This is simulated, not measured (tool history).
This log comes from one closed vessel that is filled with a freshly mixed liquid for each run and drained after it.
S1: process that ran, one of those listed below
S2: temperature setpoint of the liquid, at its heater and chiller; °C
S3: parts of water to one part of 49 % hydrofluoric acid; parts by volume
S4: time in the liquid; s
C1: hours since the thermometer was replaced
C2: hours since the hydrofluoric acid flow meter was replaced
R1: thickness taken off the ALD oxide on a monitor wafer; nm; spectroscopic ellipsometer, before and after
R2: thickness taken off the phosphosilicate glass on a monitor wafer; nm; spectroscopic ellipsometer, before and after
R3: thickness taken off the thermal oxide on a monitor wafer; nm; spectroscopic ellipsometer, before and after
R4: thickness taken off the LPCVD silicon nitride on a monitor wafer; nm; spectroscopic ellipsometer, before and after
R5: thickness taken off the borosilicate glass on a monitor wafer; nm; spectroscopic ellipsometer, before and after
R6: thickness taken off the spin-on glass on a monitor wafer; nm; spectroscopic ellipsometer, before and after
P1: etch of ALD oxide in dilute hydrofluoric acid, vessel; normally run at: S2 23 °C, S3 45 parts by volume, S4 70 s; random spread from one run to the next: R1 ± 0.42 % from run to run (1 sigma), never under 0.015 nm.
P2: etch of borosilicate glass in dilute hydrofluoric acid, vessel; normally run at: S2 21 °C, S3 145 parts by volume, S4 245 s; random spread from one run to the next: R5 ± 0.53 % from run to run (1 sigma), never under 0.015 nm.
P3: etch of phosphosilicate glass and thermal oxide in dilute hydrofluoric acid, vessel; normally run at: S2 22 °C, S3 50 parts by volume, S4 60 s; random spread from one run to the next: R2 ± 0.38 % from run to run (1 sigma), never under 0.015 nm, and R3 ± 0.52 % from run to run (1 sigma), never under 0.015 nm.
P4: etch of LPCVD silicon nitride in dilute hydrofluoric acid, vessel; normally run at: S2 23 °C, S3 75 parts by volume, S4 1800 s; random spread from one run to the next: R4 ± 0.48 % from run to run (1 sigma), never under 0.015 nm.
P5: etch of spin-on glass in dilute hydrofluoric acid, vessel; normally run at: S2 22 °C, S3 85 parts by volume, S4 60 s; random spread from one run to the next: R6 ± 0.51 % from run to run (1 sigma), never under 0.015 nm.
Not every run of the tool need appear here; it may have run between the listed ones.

| run | day | S1 | S2 | S3 | S4 | C1 | C2 | R1 | R2 | R3 | R4 | R5 | R6 |
|---|---|---|---|---|---|---|---|---|---|---|---|---|---|
| 1 | 0.517 | P1 | 23 | 45 | 70 | 479.4 | 1592 | 46.168 |  |  |  |  |  |
| 2 | 1.004 | P3 | 30.5 | 50 | 60 | 491.1 | 1603.7 |  | 99.966 | 7.6599 |  |  |  |
| 3 | 1.446 | P4 | 23 | 75 | 675 | 501.7 | 1614.3 |  |  |  | 3.7609 |  |  |
| 4 | 1.85 | P1 | 31 | 45 | 70 | 511.4 | 1624 | 64.39 |  |  |  |  |  |
| 5 | 2.475 | P1 | 23 | 45 | 35 | 526.4 | 1639 | 23.21 |  |  |  |  |  |
| 6 | 3.096 | P1 | 23 | 25 | 70 | 541.3 | 1653.9 | 85.399 |  |  |  |  |  |
| 7 | 3.55 | P4 | 23 | 75 | 1800 | 552.2 | 1664.8 |  |  |  | 10.084 |  |  |
| 8 | 4.067 | P1 | 23 | 60 | 70 | 564.6 | 1677.2 | 34.003 |  |  |  |  |  |
| 9 | 4.629 | P4 | 29 | 75 | 1800 | 578.1 | 1690.7 |  |  |  | 14.885 |  |  |
| 10 | 5.238 | P2 | 27 | 145 | 245 | 592.7 | 1705.3 |  |  |  |  | 59.089 |  |
| 11 | 5.692 | P1 | 23 | 45 | 70 | 603.6 | 1716.2 | 46.405 |  |  |  |  |  |
| 12 | 6.388 | P1 | 19.5 | 20 | 70 | 620.3 | 1732.9 | 91.996 |  |  |  |  |  |
| 13 | 6.75 | P5 | 22 | 85 | 110 | 629 | 1741.6 |  |  |  |  |  | 44.076 |
| 14 | 7.417 | P1 | 23 | 45 | 70 | 645 | 1757.6 | 46.41 |  |  |  |  |  |
| 15 | 8.079 | P1 | 23 | 45 | 70 | 660.9 | 1773.5 | 46.341 |  |  |  |  |  |
| 16 | 8.683 | P3 | 22 | 50 | 60 | 675.4 | 1788 |  | 70.614 | 5.3475 |  |  |  |
| 17 | 9.096 | P5 | 22 | 85 | 60 | 685.3 | 1797.9 |  |  |  |  |  | 23.996 |
| 18 | 9.633 | P2 | 21 | 255 | 245 | 698.2 | 1810.8 |  |  |  |  | 24.039 |  |
| 19 | 10.079 | P5 | 17 | 85 | 60 | 708.9 | 1821.5 |  |  |  |  |  | 19.505 |
| 20 | 10.633 | P3 | 22 | 25 | 60 | 722.2 | 1834.8 |  | 146.26 | 11.283 |  |  |  |
| 21 | 11.275 | P1 | 23 | 70 | 110 | 737.6 | 1850.2 | 45.146 |  |  |  |  |  |
| 22 | 11.612 | P1 | 23 | 70 | 30 | 745.7 | 1858.3 | 12.432 |  |  |  |  |  |
| 23 | 12.258 | P3 | 22 | 50 | 60 | 761.2 | 1873.8 |  | 70.88 | 5.3663 |  |  |  |
| 24 | 12.804 | P3 | 22 | 50 | 30 | 774.3 | 1886.9 |  | 35.312 | 2.687 |  |  |  |
| 25 | 13.221 | P2 | 21 | 145 | 485 | 784.3 | 1896.9 |  |  |  |  | 93.823 |  |
| 26 | 13.712 | P1 | 17 | 45 | 70 | 796.1 | 1908.7 | 35.85 |  |  |  |  |  |
| 27 | 14.025 | P2 | 21 | 145 | 245 | 803.6 | 1916.2 |  |  |  |  | 47.842 |  |
| 28 | 14.45 | P1 | 23 | 45 | 70 | 813.8 | 1926.4 | 46.212 |  |  |  |  |  |
| 29 | 15.121 | P1 | 23 | 45 | 70 | 829.9 | 1942.5 | 46.34 |  |  |  |  |  |
| 30 | 15.5 | P4 | 23 | 130 | 1800 | 839 | 1951.6 |  |  |  | 5.8289 |  |  |
| 31 | 16.129 | P5 | 22 | 135 | 60 | 854.1 | 1966.7 |  |  |  |  |  | 14.409 |
| 32 | 16.792 | P1 | 23 | 45 | 130 | 870 | 1982.6 | 86.967 |  |  |  |  |  |
| 33 | 17.454 | P1 | 23 | 45 | 70 | 885.9 | 1998.5 | 46.521 |  |  |  |  |  |
| 34 | 18.008 | P1 | 23 | 45 | 70 | 899.2 | 2011.8 | 47.688 |  |  |  |  |  |
| 35 | 18.667 | P1 | 23 | 45 | 70 | 915 | 2027.6 | 49.109 |  |  |  |  |  |
| 36 | 19.296 | P1 | 23 | 45 | 70 | 930.1 | 2042.7 | 49.378 |  |  |  |  |  |
| 37 | 19.783 | P1 | 23 | 45 | 70 | 941.8 | 2054.4 | 49.57 |  |  |  |  |  |
| 38 | 20.208 | P1 | 23 | 45 | 70 | 952 | 2064.6 | 50.109 |  |  |  |  |  |
| 39 | 20.804 | P1 | 23 | 45 | 70 | 966.3 | 2078.9 | 50.267 |  |  |  |  |  |
| 40 | 21.379 | P1 | 23 | 45 | 70 | 980.1 | 2092.7 | 50.446 |  |  |  |  |  |
| 41 | 21.929 | P1 | 23 | 45 | 70 | 993.3 | 2105.9 | 49.885 |  |  |  |  |  |
| 42 | 22.325 | P1 | 23 | 45 | 70 | 1002.8 | 2115.4 | 50.302 |  |  |  |  |  |

What P1 gives has crept away from where it was. These 2 causes fit the log equally well, each at the size given:
A: hydrofluoric acid flow above the setpoint (%) = 7.77
B: liquid hotter than its thermometer reads (K) = 1.92
Onset of the creep was near day 17.454.

Question marks stand in for the results of the 4 check runs listed below, each run on one wafer. Under which run would the listed causes show clearly different results?
| check 1 | 22.721 | P3 | 22 | 50 | 60 |  |  |  | ? | ? |  |  |  |
| check 2 | 22.721 | P4 | 23 | 75 | 1800 |  |  |  |  |  | ? |  |  |
| check 3 | 22.721 | P2 | 21 | 145 | 245 |  |  |  |  |  |  | ? |  |
| check 4 | 22.721 | P5 | 22 | 85 | 60 |  |  |  |  |  |  |  | ? |

If the cause were each of the candidates in turn, the checks would give the following:
| check | result | if A | if B |
|---|---|---|---|
| check 1 | R2 | 76.774 | 76.804 |
| check 1 | R3 | 5.8335 | 5.8358 |
| check 2 | R4 | 10.824 | 11.43 |
| check 3 | R5 | 51.781 | 51.219 |
| check 4 | R6 | 26.069 | 25.949 |
How far apart the two closest causes lie, in the result that separates them most: check 1 0.04 %; check 2 5.45 %; check 3 1.09 %; check 4 0.46 %
The causes can be told apart only by check 2. The other checks would give nearly the same results under each of them.

Check 2 has now been run. It gave: R4 10.727 nm. Which of the candidate causes is it?

A is the cause: hydrofluoric acid flow above the setpoint (%).

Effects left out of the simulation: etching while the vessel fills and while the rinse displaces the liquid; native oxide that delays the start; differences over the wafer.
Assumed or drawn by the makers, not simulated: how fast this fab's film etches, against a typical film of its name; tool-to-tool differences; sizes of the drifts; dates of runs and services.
